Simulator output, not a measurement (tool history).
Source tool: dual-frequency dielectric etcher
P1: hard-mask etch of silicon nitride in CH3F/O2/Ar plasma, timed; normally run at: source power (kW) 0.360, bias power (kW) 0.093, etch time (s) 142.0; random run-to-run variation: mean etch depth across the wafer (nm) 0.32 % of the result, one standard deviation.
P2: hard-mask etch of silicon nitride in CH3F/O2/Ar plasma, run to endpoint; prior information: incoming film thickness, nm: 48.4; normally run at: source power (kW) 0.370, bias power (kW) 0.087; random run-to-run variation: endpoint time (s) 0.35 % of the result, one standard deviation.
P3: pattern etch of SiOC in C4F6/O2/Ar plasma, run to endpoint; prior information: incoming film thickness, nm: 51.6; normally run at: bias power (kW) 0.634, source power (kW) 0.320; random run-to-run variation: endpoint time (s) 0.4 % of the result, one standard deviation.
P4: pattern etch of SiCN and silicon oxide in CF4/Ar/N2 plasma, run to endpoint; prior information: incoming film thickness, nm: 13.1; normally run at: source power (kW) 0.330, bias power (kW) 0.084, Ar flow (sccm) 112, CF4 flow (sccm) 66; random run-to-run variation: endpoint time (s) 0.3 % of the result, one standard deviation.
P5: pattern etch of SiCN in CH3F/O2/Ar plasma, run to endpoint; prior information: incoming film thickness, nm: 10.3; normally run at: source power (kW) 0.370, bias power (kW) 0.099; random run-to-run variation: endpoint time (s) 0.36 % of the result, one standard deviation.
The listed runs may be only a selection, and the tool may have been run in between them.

run,day,process that ran,source power (kW),bias power (kW),etch time (s),Ar flow (sccm),CF4 flow (sccm),mean etch depth across the wafer (nm),endpoint time (s)
1,0.229,P1,0.360,0.093,142.0,,,107.160,
2,0.688,P4,0.330,0.084,,159,66,,20.666
3,1.179,P3,0.320,0.865,,,,,15.179
4,1.504,P1,0.360,0.093,142.0,,,106.350,
5,1.762,P1,0.270,0.093,142.0,,,95.918,
6,2.046,P5,0.370,0.059,,,,,29.941
7,2.517,P2,0.370,0.113,,,,,63.289
8,2.792,P1,0.360,0.093,97.0,,,72.767,
9,3.146,P4,0.330,0.084,,112,83,,19.066
10,3.575,P1,0.360,0.093,142.0,,,106.850,
11,3.954,P1,0.360,0.093,179.0,,,134.750,
12,4.217,P1,0.360,0.068,142.0,,,95.959,
13,4.575,P3,0.320,0.634,,,,,17.379
14,4.867,P2,0.370,0.087,,,,,69.724
15,5.238,P4,0.330,0.084,,112,66,,19.754
16,5.733,P1,0.360,0.093,142.0,,,107.130,
17,6.033,P4,0.330,0.054,,112,66,,23.175
18,6.500,P1,0.480,0.093,142.0,,,118.570,
19,6.779,P5,0.490,0.099,,,,,22.370
20,7.054,P4,0.330,0.084,,112,66,,19.679
21,7.454,P1,0.360,0.093,142.0,,,106.000,
22,7.825,P2,0.250,0.087,,,,,80.637
23,8.154,P4,0.390,0.084,,112,66,,16.933
24,8.629,P1,0.360,0.125,142.0,,,119.290,
25,9.104,P3,0.320,0.634,,,,,17.412
26,9.492,P2,0.370,0.087,,,,,69.549
27,9.858,P3,0.430,0.634,,,,,15.607
28,10.108,P1,0.220,0.056,142.0,,,74.299,
29,10.379,P1,0.360,0.128,82.5,,,69.948,
30,10.775,P5,0.370,0.099,,,,,24.974
31,11.267,P1,0.360,0.093,142.0,,,107.150,
32,11.654,P1,0.360,0.093,142.0,,,107.880,
33,12.112,P1,0.360,0.093,142.0,,,107.830,
34,12.367,P1,0.360,0.093,142.0,,,108.260,
35,12.796,P1,0.360,0.093,142.0,,,108.790,
36,13.121,P1,0.360,0.093,142.0,,,108.130,
# day 13.183: wet clean of the chamber
37,13.362,P1,0.360,0.093,142.0,,,108.240,
38,13.850,P1,0.360,0.093,142.0,,,108.410,

What P1 gives has crept off from where it sat before. The 2 causes that follow fit the log equally well, each at the size noted:
A: bias power that arrives over what is set, % = 4.53
B: source power that arrives over what is set, % = 4.45
Creep in the process output first set in at about day 11.267.
Why every other cause is out:
chamber walls in a state that raises the etch rate, %: serviced at day 13.183, after the drift had started, without restoring the earlier output

The check runs listed below each take one wafer, and their results are still question marks. Under which run would the listed causes lead to clearly different results?
check 1,14.338,P2,0.320,0.087,,,,,?
check 2,14.338,P4,0.330,0.056,,112,66,,?
check 3,14.338,P5,0.370,0.063,,,,,?
check 4,14.338,P3,0.400,0.754,,,,,?

What each check would give under each cause:
check,result,if A,if B
check 1,endpoint time (s),72.239,72.229
check 2,endpoint time (s),22.393,21.873
check 3,endpoint time (s),28.823,28.791
check 4,endpoint time (s),14.699,14.724
Distance between the nearest two causes, measured in the result of the check that separates them most: check 1 0.01 %; check 2 2.35 %; check 3 0.11 %; check 4 0.17 %
Check 2 tells the causes apart: in the others they would give nearly the same result.

Running check 2 produced the following: endpoint time (s) 22.403. Which one of the listed causes fits?

Of the candidate causes, it is A: bias power that arrives over what is set, %.
